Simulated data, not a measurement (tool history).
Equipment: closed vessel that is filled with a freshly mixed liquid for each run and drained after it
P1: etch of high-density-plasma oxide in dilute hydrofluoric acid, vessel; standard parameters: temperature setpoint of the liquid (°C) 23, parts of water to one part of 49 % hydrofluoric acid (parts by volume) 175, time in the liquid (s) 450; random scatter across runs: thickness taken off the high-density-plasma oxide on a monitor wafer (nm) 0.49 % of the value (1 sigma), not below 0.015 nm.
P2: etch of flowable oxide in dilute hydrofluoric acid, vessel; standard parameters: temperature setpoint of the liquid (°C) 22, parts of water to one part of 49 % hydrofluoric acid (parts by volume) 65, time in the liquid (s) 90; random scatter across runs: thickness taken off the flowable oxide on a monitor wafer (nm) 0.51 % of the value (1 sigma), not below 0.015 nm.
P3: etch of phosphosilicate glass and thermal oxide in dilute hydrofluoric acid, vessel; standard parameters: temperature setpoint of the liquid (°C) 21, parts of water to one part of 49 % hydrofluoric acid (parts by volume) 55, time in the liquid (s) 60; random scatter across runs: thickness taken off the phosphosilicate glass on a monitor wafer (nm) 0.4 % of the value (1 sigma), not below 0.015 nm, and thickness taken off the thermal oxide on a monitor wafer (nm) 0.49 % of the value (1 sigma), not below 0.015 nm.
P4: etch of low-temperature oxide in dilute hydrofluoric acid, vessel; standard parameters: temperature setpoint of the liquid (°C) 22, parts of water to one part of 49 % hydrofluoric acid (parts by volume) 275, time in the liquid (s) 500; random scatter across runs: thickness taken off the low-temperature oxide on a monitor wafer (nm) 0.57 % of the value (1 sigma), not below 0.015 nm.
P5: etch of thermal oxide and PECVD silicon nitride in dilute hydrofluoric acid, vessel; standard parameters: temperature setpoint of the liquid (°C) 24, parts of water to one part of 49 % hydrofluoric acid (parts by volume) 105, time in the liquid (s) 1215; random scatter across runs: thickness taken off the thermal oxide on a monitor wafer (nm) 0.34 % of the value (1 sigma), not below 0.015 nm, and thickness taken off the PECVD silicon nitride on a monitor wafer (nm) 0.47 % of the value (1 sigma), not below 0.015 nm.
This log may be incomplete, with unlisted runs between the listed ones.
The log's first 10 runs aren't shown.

run    day  process that ran  temperature setpoint of the liquid (°C)  parts of water to one part of 49 % hydrofluoric acid (parts by volume)  time in the liquid (s)  hours since the thermometer was replaced  hours since the hydrofluoric acid flow meter was replaced  thickness taken off the high-density-plasma oxide on a monitor wafer (nm)  thickness taken off the low-temperature oxide on a monitor wafer (nm)  thickness taken off the phosphosilicate glass on a monitor wafer (nm)  thickness taken off the thermal oxide on a monitor wafer (nm)  thickness taken off the PECVD silicon nitride on a monitor wafer (nm)  thickness taken off the flowable oxide on a monitor wafer (nm)
 11  1.654                P1                                       23                                                                     175                     450                                    1625.2                                                      908.6                                                                     11.443
 12   1.75                P4                                       22                                                                     275                      85                                    1627.5                                                      910.9                                                                                                                                            7.2059
 13  1.942                P1                                       23                                                                     175                     450                                    1632.1                                                      915.5                                                                     11.354
 14  2.133                P5                                       24                                                                     105                    1215                                    1636.7                                                      920.1                                                                                                                                                                                                                                                                                  54.512                                                                 51.808
 15  2.342                P1                                       17                                                                     175                     450                                    1641.7                                                      925.1                                                                     9.0753
 16  2.538                P1                                       23                                                                     175                     450                                    1646.4                                                      929.8                                                                     11.513
 17  2.696                P2                                       22                                                                      65                      90                                    1650.2                                                      933.6                                                                                                                                                                                                                                                                                                                                                                                                                         38.962
 18  2.829                P1                                       23                                                                     175                     150                                    1653.4                                                      936.8                                                                     3.8415
 19  3.008                P3                                       21                                                                      55                      30                                    1657.7                                                      941.1                                                                                                                                                                                                                   59.453                                                         2.4843
 20  3.129                P4                                     27.5                                                                     275                     500                                    1660.6                                                        944                                                                                                                                            51.603
 21  3.308                P1                                       23                                                                      45                     865                                    1664.9                                                      948.3                                                                     100.22
 22  3.442                P1                                       23                                                                     300                     450                                    1668.1                                                      951.5                                                                     5.8826
 23  3.625                P3                                       21                                                                      55                      60                                    1672.5                                                      955.9                                                                                                                                                                                                                   118.52                                                          4.982
 24  3.825                P5                                       24                                                                     105                      30                                    1677.3                                                      960.7                                                                                                                                                                                                                                                                                  1.3441                                                                 1.2818
 25  4.038                P4                                       22                                                                     275                     500                                    1682.4                                                      965.8                                                                                                                                            42.624
 26  4.229                P1                                     27.5                                                                     175                     450                                      1687                                                      970.4                                                                     13.598
 27  4.329                P2                                       22                                                                      65                      35                                    1689.4                                                      972.8                                                                                                                                                                                                                                                                                                                                                                                                                         15.283
 28  4.517                P1                                       23                                                                      65                     450                                    1693.9                                                      977.3                                                                     35.203
 29  4.688                P2                                       22                                                                      40                      90                                      1698                                                      981.4                                                                                                                                                                                                                                                                                                                                                                                                                         66.244
 30  4.867                P5                                       24                                                                     160                    1215                                    1702.3                                                      985.7                                                                                                                                                                                                                                                                                  33.598                                                                 34.354
 31  5.062                P2                                     26.5                                                                      65                      90                                      1707                                                      990.4                                                                                                                                                                                                                                                                                                                                                                                                                          47.21

Run 32 is up next; what results do you expect?
 32  5.229                P1                                       23                                                                     175                     450                                      1711                                                      994.4                                                                          ?

thickness taken off the high-density-plasma oxide on a monitor wafer (nm): 11.398
